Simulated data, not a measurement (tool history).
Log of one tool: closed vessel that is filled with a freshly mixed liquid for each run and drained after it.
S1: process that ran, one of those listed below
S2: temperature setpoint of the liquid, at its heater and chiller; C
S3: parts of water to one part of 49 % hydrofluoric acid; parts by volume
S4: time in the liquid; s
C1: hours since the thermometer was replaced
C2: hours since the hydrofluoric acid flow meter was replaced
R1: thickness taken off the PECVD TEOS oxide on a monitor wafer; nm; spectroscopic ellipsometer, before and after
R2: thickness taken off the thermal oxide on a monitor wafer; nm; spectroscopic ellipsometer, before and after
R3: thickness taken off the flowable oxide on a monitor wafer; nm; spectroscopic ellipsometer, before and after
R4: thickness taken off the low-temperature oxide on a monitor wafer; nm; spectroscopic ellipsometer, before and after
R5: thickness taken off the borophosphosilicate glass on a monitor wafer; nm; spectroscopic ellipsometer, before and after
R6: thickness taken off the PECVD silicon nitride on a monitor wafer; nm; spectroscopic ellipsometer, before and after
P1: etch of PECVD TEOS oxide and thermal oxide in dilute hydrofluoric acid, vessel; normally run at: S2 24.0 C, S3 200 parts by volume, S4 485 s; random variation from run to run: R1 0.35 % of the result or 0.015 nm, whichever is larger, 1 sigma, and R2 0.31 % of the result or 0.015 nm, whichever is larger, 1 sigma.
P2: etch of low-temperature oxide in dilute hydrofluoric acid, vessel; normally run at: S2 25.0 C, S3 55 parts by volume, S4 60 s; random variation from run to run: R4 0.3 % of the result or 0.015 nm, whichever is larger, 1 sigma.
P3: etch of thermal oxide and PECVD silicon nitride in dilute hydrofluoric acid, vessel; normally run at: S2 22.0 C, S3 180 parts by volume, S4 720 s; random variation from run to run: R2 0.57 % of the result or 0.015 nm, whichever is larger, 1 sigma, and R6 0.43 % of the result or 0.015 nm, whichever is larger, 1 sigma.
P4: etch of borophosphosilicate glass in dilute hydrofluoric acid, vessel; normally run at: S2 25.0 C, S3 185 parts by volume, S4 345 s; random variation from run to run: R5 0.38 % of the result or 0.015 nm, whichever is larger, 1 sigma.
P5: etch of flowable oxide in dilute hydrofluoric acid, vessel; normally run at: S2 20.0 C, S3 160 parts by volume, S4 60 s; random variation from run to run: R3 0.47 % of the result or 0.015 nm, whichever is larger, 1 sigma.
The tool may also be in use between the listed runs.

{"run": 1, "hour": 8.1, "S1": "P1", "S2": 24.0, "S3": 200, "S4": 485, "C1": 708.9, "C2": 828.9, "R1": 50.18, "R2": 10.221}
{"run": 2, "hour": 13.8, "S1": "P1", "S2": 24.0, "S3": 200, "S4": 80, "C1": 714.6, "C2": 834.6, "R1": 8.2291, "R2": 1.6949}
{"run": 3, "hour": 22.2, "S1": "P5", "S2": 20.0, "S3": 250, "S4": 60, "C1": 723.0, "C2": 843.0, "R3": 6.647}
{"run": 4, "hour": 29.1, "S1": "P2", "S2": 25.0, "S3": 55, "S4": 60, "C1": 729.9, "C2": 849.9, "R4": 38.287}
{"run": 5, "hour": 35.1, "S1": "P4", "S2": 33.5, "S3": 185, "S4": 345, "C1": 735.9, "C2": 855.9, "R5": 59.616}
{"run": 6, "hour": 41.5, "S1": "P4", "S2": 25.0, "S3": 305, "S4": 345, "C1": 742.3, "C2": 862.3, "R5": 23.548}
{"run": 7, "hour": 45.1, "S1": "P1", "S2": 20.5, "S3": 200, "S4": 935, "C1": 745.9, "C2": 865.9, "R1": 84.128, "R2": 17.306}
{"run": 8, "hour": 51.7, "S1": "P1", "S2": 24.0, "S3": 345, "S4": 485, "C1": 752.5, "C2": 872.5, "R1": 25.119, "R2": 5.12}
{"run": 9, "hour": 55.3, "S1": "P1", "S2": 24.0, "S3": 200, "S4": 485, "C1": 756.1, "C2": 876.1, "R1": 50.074, "R2": 10.329}
{"run": 10, "hour": 63.7, "S1": "P2", "S2": 25.0, "S3": 55, "S4": 60, "C1": 764.5, "C2": 884.5, "R4": 38.073}
{"run": 11, "hour": 70.0, "S1": "P1", "S2": 24.0, "S3": 40, "S4": 485, "C1": 770.8, "C2": 890.8, "R1": 302.24, "R2": 62.43}
{"run": 12, "hour": 73.8, "S1": "P1", "S2": 24.0, "S3": 60, "S4": 750, "C1": 774.6, "C2": 894.6, "R1": 305.72, "R2": 62.681}
{"run": 13, "hour": 78.4, "S1": "P4", "S2": 25.0, "S3": 185, "S4": 345, "C1": 779.2, "C2": 899.2, "R5": 44.073}
{"run": 14, "hour": 83.9, "S1": "P2", "S2": 25.0, "S3": 55, "S4": 30, "C1": 784.7, "C2": 904.7, "R4": 19.158}
{"run": 15, "hour": 90.7, "S1": "P1", "S2": 24.0, "S3": 200, "S4": 485, "C1": 791.5, "C2": 911.5, "R1": 50.097, "R2": 10.272}
{"run": 16, "hour": 97.6, "S1": "P1", "S2": 24.0, "S3": 200, "S4": 485, "C1": 798.4, "C2": 918.4, "R1": 50.078, "R2": 10.262}
{"run": 17, "hour": 103.0, "S1": "P3", "S2": 22.0, "S3": 330, "S4": 720, "C1": 803.8, "C2": 923.8, "R2": 6.9823, "R6": 10.29}
{"run": 18, "hour": 109.8, "S1": "P1", "S2": 17.0, "S3": 200, "S4": 485, "C1": 810.6, "C2": 930.6, "R1": 38.047, "R2": 7.8353}
{"run": 19, "hour": 118.2, "S1": "P4", "S2": 25.0, "S3": 185, "S4": 615, "C1": 819.0, "C2": 939.0, "R5": 79.025}
{"run": 20, "hour": 126.5, "S1": "P5", "S2": 20.0, "S3": 160, "S4": 110, "C1": 827.3, "C2": 947.3, "R3": 20.952}
{"run": 21, "hour": 132.9, "S1": "P5", "S2": 20.0, "S3": 160, "S4": 60, "C1": 833.7, "C2": 953.7, "R3": 11.424}
{"run": 22, "hour": 138.6, "S1": "P3", "S2": 22.0, "S3": 180, "S4": 720, "C1": 839.4, "C2": 959.4, "R2": 14.793, "R6": 18.761}
{"run": 23, "hour": 145.8, "S1": "P2", "S2": 25.0, "S3": 100, "S4": 60, "C1": 846.6, "C2": 966.6, "R4": 19.786}
{"run": 24, "hour": 153.8, "S1": "P1", "S2": 24.0, "S3": 200, "S4": 485, "C1": 854.6, "C2": 974.6, "R1": 49.949, "R2": 10.308}
{"run": 25, "hour": 161.3, "S1": "P3", "S2": 22.0, "S3": 180, "S4": 720, "C1": 862.1, "C2": 982.1, "R2": 14.896, "R6": 18.81}
{"run": 26, "hour": 166.3, "S1": "P5", "S2": 20.0, "S3": 160, "S4": 60, "C1": 867.1, "C2": 987.1, "R3": 11.395}

The next listed run, before its measurement:
{"run": 27, "hour": 170.4, "S1": "P1", "S2": 24.0, "S3": 200, "S4": 485, "C1": 871.2, "C2": 991.2, "R1": "?", "R2": "?"}

R1: 50.4090 nm
R2: 10.2730 nm

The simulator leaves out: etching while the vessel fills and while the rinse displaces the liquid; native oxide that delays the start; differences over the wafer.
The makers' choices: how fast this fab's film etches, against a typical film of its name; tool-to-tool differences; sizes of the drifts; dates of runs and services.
